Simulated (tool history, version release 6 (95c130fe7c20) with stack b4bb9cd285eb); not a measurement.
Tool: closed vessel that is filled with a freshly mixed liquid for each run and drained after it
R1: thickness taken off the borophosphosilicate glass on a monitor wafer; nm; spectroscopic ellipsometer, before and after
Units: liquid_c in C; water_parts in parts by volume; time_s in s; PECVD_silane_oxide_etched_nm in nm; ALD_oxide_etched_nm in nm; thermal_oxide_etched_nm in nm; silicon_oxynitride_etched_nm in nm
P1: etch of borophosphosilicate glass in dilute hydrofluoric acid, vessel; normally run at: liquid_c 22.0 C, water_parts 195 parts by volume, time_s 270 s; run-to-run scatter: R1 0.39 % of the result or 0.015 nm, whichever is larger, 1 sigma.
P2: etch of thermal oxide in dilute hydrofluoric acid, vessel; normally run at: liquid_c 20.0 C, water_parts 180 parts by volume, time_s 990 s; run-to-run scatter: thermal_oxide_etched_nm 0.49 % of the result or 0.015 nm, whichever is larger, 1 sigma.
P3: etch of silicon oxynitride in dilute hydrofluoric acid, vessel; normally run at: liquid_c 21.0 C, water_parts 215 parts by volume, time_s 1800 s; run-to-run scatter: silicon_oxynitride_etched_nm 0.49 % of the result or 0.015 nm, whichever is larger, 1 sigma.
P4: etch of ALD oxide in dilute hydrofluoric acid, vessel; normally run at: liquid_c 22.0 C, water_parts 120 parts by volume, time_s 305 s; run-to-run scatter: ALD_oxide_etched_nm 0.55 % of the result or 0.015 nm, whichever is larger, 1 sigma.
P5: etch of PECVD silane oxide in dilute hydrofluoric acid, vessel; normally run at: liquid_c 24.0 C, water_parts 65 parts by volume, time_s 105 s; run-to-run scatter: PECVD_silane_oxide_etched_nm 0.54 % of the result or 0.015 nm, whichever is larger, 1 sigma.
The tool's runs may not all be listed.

{"run": 1, "hour": 6.6, "process": "P1", "liquid_c": 22.0, "water_parts": 195, "time_s": 270, "R1": 58.814}
{"run": 2, "hour": 15.5, "process": "P5", "liquid_c": 24.0, "water_parts": 115, "time_s": 105, "PECVD_silane_oxide_etched_nm": 23.179}
{"run": 3, "hour": 24.2, "process": "P1", "liquid_c": 22.0, "water_parts": 195, "time_s": 270, "R1": 58.597}
{"run": 4, "hour": 30.9, "process": "P1", "liquid_c": 17.0, "water_parts": 195, "time_s": 455, "R1": 81.07}
{"run": 5, "hour": 35.6, "process": "P1", "liquid_c": 22.0, "water_parts": 195, "time_s": 270, "R1": 58.725}
{"run": 6, "hour": 43.3, "process": "P5", "liquid_c": 24.0, "water_parts": 65, "time_s": 105, "PECVD_silane_oxide_etched_nm": 44.087}
{"run": 7, "hour": 50.4, "process": "P1", "liquid_c": 22.0, "water_parts": 270, "time_s": 475, "R1": 69.373}
{"run": 8, "hour": 55.9, "process": "P1", "liquid_c": 22.0, "water_parts": 330, "time_s": 270, "R1": 30.303}
{"run": 9, "hour": 63.1, "process": "P4", "liquid_c": 22.0, "water_parts": 215, "time_s": 305, "ALD_oxide_etched_nm": 21.092}
{"run": 10, "hour": 70.2, "process": "P2", "liquid_c": 17.0, "water_parts": 180, "time_s": 990, "thermal_oxide_etched_nm": 17.256}
{"run": 11, "hour": 80.1, "process": "P3", "liquid_c": 21.0, "water_parts": 35, "time_s": 1800, "silicon_oxynitride_etched_nm": 99.397}
{"run": 12, "hour": 86.0, "process": "P3", "liquid_c": 21.0, "water_parts": 215, "time_s": 1800, "silicon_oxynitride_etched_nm": 14.313}
{"run": 13, "hour": 93.2, "process": "P1", "liquid_c": 22.0, "water_parts": 195, "time_s": 435, "R1": 94.307}
{"run": 14, "hour": 99.4, "process": "P4", "liquid_c": 17.0, "water_parts": 120, "time_s": 305, "ALD_oxide_etched_nm": 33.934}
{"run": 15, "hour": 108.7, "process": "P3", "liquid_c": 17.0, "water_parts": 215, "time_s": 1800, "silicon_oxynitride_etched_nm": 11.951}
{"run": 16, "hour": 116.4, "process": "P5", "liquid_c": 20.5, "water_parts": 65, "time_s": 105, "PECVD_silane_oxide_etched_nm": 38.201}
{"run": 17, "hour": 125.7, "process": "P2", "liquid_c": 20.0, "water_parts": 180, "time_s": 990, "thermal_oxide_etched_nm": 19.257}
{"run": 18, "hour": 133.2, "process": "P2", "liquid_c": 20.0, "water_parts": 180, "time_s": 1735, "thermal_oxide_etched_nm": 34.031}
{"run": 19, "hour": 138.8, "process": "P1", "liquid_c": 17.0, "water_parts": 195, "time_s": 270, "R1": 48.323}
{"run": 20, "hour": 146.0, "process": "P5", "liquid_c": 24.0, "water_parts": 65, "time_s": 30, "PECVD_silane_oxide_etched_nm": 12.607}
{"hour": 149.4, "done": "hydrofluoric acid flow meter replaced"}
{"run": 21, "hour": 151.7, "process": "P4", "liquid_c": 22.0, "water_parts": 120, "time_s": 50, "ALD_oxide_etched_nm": 6.8765}
{"run": 22, "hour": 159.3, "process": "P1", "liquid_c": 26.5, "water_parts": 195, "time_s": 270, "R1": 68.89}
{"run": 23, "hour": 169.3, "process": "P2", "liquid_c": 20.0, "water_parts": 180, "time_s": 990, "thermal_oxide_etched_nm": 19.328}
{"run": 24, "hour": 176.7, "process": "P3", "liquid_c": 21.0, "water_parts": 215, "time_s": 915, "silicon_oxynitride_etched_nm": 7.2336}
{"run": 25, "hour": 182.6, "process": "P1", "liquid_c": 28.0, "water_parts": 325, "time_s": 270, "R1": 37.771}
{"run": 26, "hour": 188.3, "process": "P2", "liquid_c": 20.0, "water_parts": 90, "time_s": 990, "thermal_oxide_etched_nm": 42.602}
{"run": 27, "hour": 197.5, "process": "P5", "liquid_c": 24.0, "water_parts": 65, "time_s": 105, "PECVD_silane_oxide_etched_nm": 44.158}
{"run": 28, "hour": 204.2, "process": "P4", "liquid_c": 22.0, "water_parts": 120, "time_s": 305, "ALD_oxide_etched_nm": 41.749}
{"run": 29, "hour": 212.8, "process": "P1", "liquid_c": 22.0, "water_parts": 195, "time_s": 115, "R1": 24.821}
{"run": 30, "hour": 217.1, "process": "P1", "liquid_c": 22.0, "water_parts": 90, "time_s": 270, "R1": 143.25}
{"run": 31, "hour": 225.5, "process": "P1", "liquid_c": 22.0, "water_parts": 195, "time_s": 270, "R1": 58.603}
{"run": 32, "hour": 234.9, "process": "P1", "liquid_c": 22.0, "water_parts": 195, "time_s": 270, "R1": 58.742}
{"run": 33, "hour": 243.8, "process": "P1", "liquid_c": 22.0, "water_parts": 195, "time_s": 270, "R1": 56.654}
{"run": 34, "hour": 252.0, "process": "P1", "liquid_c": 22.0, "water_parts": 195, "time_s": 270, "R1": 55.52}
{"run": 35, "hour": 259.4, "process": "P1", "liquid_c": 22.0, "water_parts": 195, "time_s": 270, "R1": 54.925}
{"run": 36, "hour": 264.9, "process": "P1", "liquid_c": 22.0, "water_parts": 195, "time_s": 270, "R1": 55.142}
{"run": 37, "hour": 273.9, "process": "P1", "liquid_c": 22.0, "water_parts": 195, "time_s": 270, "R1": 54.717}
{"run": 38, "hour": 280.4, "process": "P1", "liquid_c": 22.0, "water_parts": 195, "time_s": 270, "R1": 55.051}
{"run": 39, "hour": 286.9, "process": "P1", "liquid_c": 22.0, "water_parts": 195, "time_s": 270, "R1": 54.588}

What P1 gives has crept away from where it was. These 2 causes fit the log equally well, each at the size given:
A: liquid colder than its thermometer reads (K) = 1.9
B: hydrofluoric acid flow below the setpoint (%) = 5.84
The creep began at about hour 234.9.

4 check runs are offered, each on 2 wafers whose results are averaged, their results left as question marks. Which one tells the causes apart?
{"run": "check 1", "hour": 293.4, "process": "P4", "liquid_c": 22.0, "water_parts": 215, "time_s": 305, "ALD_oxide_etched_nm": "?"}
{"run": "check 2", "hour": 293.4, "process": "P2", "liquid_c": 17.0, "water_parts": 180, "time_s": 990, "thermal_oxide_etched_nm": "?"}
{"run": "check 3", "hour": 293.4, "process": "P3", "liquid_c": 21.0, "water_parts": 55, "time_s": 1800, "silicon_oxynitride_etched_nm": "?"}
{"run": "check 4", "hour": 293.4, "process": "P5", "liquid_c": 24.0, "water_parts": 95, "time_s": 30, "PECVD_silane_oxide_etched_nm": "?"}

What each check would give under each cause:
check=check_1 result=ALD_oxide_etched_nm if_A=19.5640 if_B=19.5310
check=check_2 result=thermal_oxide_etched_nm if_A=15.884 if_B=15.993
check=check_3 result=silicon_oxynitride_etched_nm if_A=56.9810 if_B=58.8690
check=check_4 result=PECVD_silane_oxide_etched_nm if_A=7.6979 if_B=7.7658
How far apart the two closest causes lie, in the result that separates them most: check 1 0.17 %; check 2 0.68 %; check 3 3.26 %; check 4 0.88 %
Check 3 tells the causes apart: in the others they would give nearly the same result.

Then check 3 was run and gave: silicon_oxynitride_etched_nm 57.0490 nm. Which cause is it?

It is A: liquid colder than its thermometer reads (K).
